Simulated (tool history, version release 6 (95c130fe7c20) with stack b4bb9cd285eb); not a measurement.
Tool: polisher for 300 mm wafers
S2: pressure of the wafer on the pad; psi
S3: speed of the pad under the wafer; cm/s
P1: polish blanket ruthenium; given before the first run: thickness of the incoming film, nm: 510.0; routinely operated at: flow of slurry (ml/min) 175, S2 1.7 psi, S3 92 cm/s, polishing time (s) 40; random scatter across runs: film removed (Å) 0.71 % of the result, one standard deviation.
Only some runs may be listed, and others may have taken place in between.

Run 1, hour 6.7: flow of slurry (ml/min) 175, S2 1.7 psi, S3 92 cm/s, polishing time (s) 40. Result: film removed (Å) 357.65.
Run 2, hour 18.4: flow of slurry (ml/min) 175, S2 0.9 psi, S3 122 cm/s, polishing time (s) 40. Result: film removed (Å) 250.56.
Run 3, hour 27.3: flow of slurry (ml/min) 220, S2 1.7 psi, S3 92 cm/s, polishing time (s) 40. Result: film removed (Å) 367.43.
Run 4, hour 38.6: flow of slurry (ml/min) 175, S2 1.7 psi, S3 58 cm/s, polishing time (s) 40. Result: film removed (Å) 226.02.
Run 5, hour 46.1: flow of slurry (ml/min) 175, S2 1.7 psi, S3 92 cm/s, polishing time (s) 40. Result: film removed (Å) 355.32.
Run 6, hour 56.7: flow of slurry (ml/min) 175, S2 1.7 psi, S3 92 cm/s, polishing time (s) 19. Result: film removed (Å) 169.73.
Run 7, hour 66.8: flow of slurry (ml/min) 175, S2 2.3 psi, S3 68 cm/s, polishing time (s) 40. Result: film removed (Å) 354.84.
Run 8, hour 72.4: flow of slurry (ml/min) 175, S2 1.7 psi, S3 92 cm/s, polishing time (s) 40. Result: film removed (Å) 357.7.
Run 9, hour 81.7: flow of slurry (ml/min) 175, S2 1.7 psi, S3 92 cm/s, polishing time (s) 40. Result: film removed (Å) 356.61.
Run 10, hour 93.8: flow of slurry (ml/min) 265, S2 1 psi, S3 92 cm/s, polishing time (s) 40. Result: film removed (Å) 220.44.
Run 11, hour 100.6: flow of slurry (ml/min) 175, S2 0.8 psi, S3 92 cm/s, polishing time (s) 40. Result: film removed (Å) 170.05.
Run 12, hour 110: flow of slurry (ml/min) 175, S2 1.7 psi, S3 92 cm/s, polishing time (s) 40. Result: film removed (Å) 360.87.
Run 13, hour 115.9: flow of slurry (ml/min) 175, S2 1.7 psi, S3 142 cm/s, polishing time (s) 40. Result: film removed (Å) 543.43.
Run 14, hour 128.4: flow of slurry (ml/min) 175, S2 1.7 psi, S3 92 cm/s, polishing time (s) 40. Result: film removed (Å) 353.43.
Run 15, hour 137.8: flow of slurry (ml/min) 105, S2 1.7 psi, S3 92 cm/s, polishing time (s) 40. Result: film removed (Å) 321.8.
Run 16, hour 147.3: flow of slurry (ml/min) 175, S2 1.7 psi, S3 92 cm/s, polishing time (s) 58. Result: film removed (Å) 510.88.

Forecast run 17:
Run 17, hour 154.5: flow of slurry (ml/min) 175, S2 2.6 psi, S3 92 cm/s, polishing time (s) 40. Result: film removed (Å) ?.

film removed (Å): 545.74

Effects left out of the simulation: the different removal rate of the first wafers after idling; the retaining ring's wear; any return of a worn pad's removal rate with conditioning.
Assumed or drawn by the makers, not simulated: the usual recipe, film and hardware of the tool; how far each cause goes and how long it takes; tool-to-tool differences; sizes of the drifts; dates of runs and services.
